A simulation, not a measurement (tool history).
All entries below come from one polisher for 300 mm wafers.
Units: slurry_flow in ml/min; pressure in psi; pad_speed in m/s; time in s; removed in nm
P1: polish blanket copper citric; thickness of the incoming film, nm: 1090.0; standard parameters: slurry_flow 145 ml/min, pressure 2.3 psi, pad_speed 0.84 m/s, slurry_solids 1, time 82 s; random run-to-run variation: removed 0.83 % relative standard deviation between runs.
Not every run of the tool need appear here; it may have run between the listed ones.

run	hour	slurry_flow	pressure	pad_speed	slurry_solids	time	removed
1	8.5	145	2.3	0.84	1	82	105.88
2	22.5	145	1.3	1.04	1	82	73.811
3	40.2	145	2.3	1.32	1	82	163.7
# hour 46.5: slurry blender recalibrated
4	58.6	145	2.3	0.84	1	82	105.67
5	70.4	145	2.3	0.84	1	82	104.28
6	83	145	2.3	0.84	1.5	82	114.82
# hour 89.9: head pressure recalibrated
7	96.6	145	3.3	0.84	1	82	148.02
8	109.5	145	2.3	0.84	0.7	82	97.477
9	118.5	145	2.3	0.84	1	82	105.5
10	135.2	225	2.3	0.84	1	82	113.92
11	145.9	145	2.3	1.2	0.8	82	140.51
12	155.9	85	2.3	0.84	1	82	93.22
13	171.1	145	1.7	0.84	1	82	79.373
14	180.8	145	2.3	0.42	1	82	54.126
15	189.4	145	2.3	0.84	1	82	105.88
16	205.3	145	2.3	0.84	1	37	47.58
17	216.5	145	2.3	0.84	1	106	138.02
18	231.2	145	2.3	0.84	1	82	105.26
19	243	145	2.3	0.84	1	82	102.63
20	253.9	145	2.3	0.84	1	82	101.76
21	270	145	2.3	0.84	1	82	99.25
22	288.1	145	2.3	0.84	1	82	97.39
23	302.2	145	2.3	0.84	1	82	99.274
24	313.1	145	2.3	0.84	1	82	97.875
25	322.5	145	2.3	0.84	1	82	97.858
# hour 322.6: slurry blender recalibrated
# hour 334.9: head pressure recalibrated
26	337.6	145	2.3	0.84	1	82	98.696
27	356	145	2.3	0.84	1	82	96.337
28	372.2	145	2.3	0.84	1	82	97.854
29	380.4	145	2.3	0.84	1	82	98.489

What P1 gives has crept off from where it sat before. The 2 causes that follow fit the log equally well, each at the size noted:
A: removal rate lost through wear of the pad, % = 8.29
B: slurry flow missing at the pad, % = 33.2
Onset of the creep was near hour 231.2.
Each remaining cause and why it is not a fit:
head's pressure below its setpoint, %: work on it at hour 334.9, done after the drift set in, did not restore what the process gave before
abrasive missing from the slurry, %: work on it at hour 322.6, done after the drift set in, did not restore what the process gave before

Of the 4 check runs below, each run on 2 wafers with the results averaged and each result still a question mark, which one would tell the listed causes apart?
check 1	388.6	85	2.3	0.84	1.45	82	?
check 2	388.6	145	2.3	1.12	1.25	82	?
check 3	388.6	145	2.3	0.5	1	82	?
check 4	388.6	145	2.3	0.5	1.4	82	?

Check results expected under each cause:
check	result	if A	if B
check 1	removed	93.05	88.419
check 2	removed	134.39	134.37
check 3	removed	59.135	59.126
check 4	removed	63.647	63.638
Per-check spread between the two closest causes, in the result where they differ most: check 1 5.1 %; check 2 0.01 %; check 3 0.01 %; check 4 0.01 %
Only in check 1 would the causes give clearly different results; in the remaining checks their results would be nearly the same.

The results of check 1 are: removed 93.2 nm. Based on these, which of the listed causes is it?

The correct cause is A, namely: removal rate lost through wear of the pad, %.

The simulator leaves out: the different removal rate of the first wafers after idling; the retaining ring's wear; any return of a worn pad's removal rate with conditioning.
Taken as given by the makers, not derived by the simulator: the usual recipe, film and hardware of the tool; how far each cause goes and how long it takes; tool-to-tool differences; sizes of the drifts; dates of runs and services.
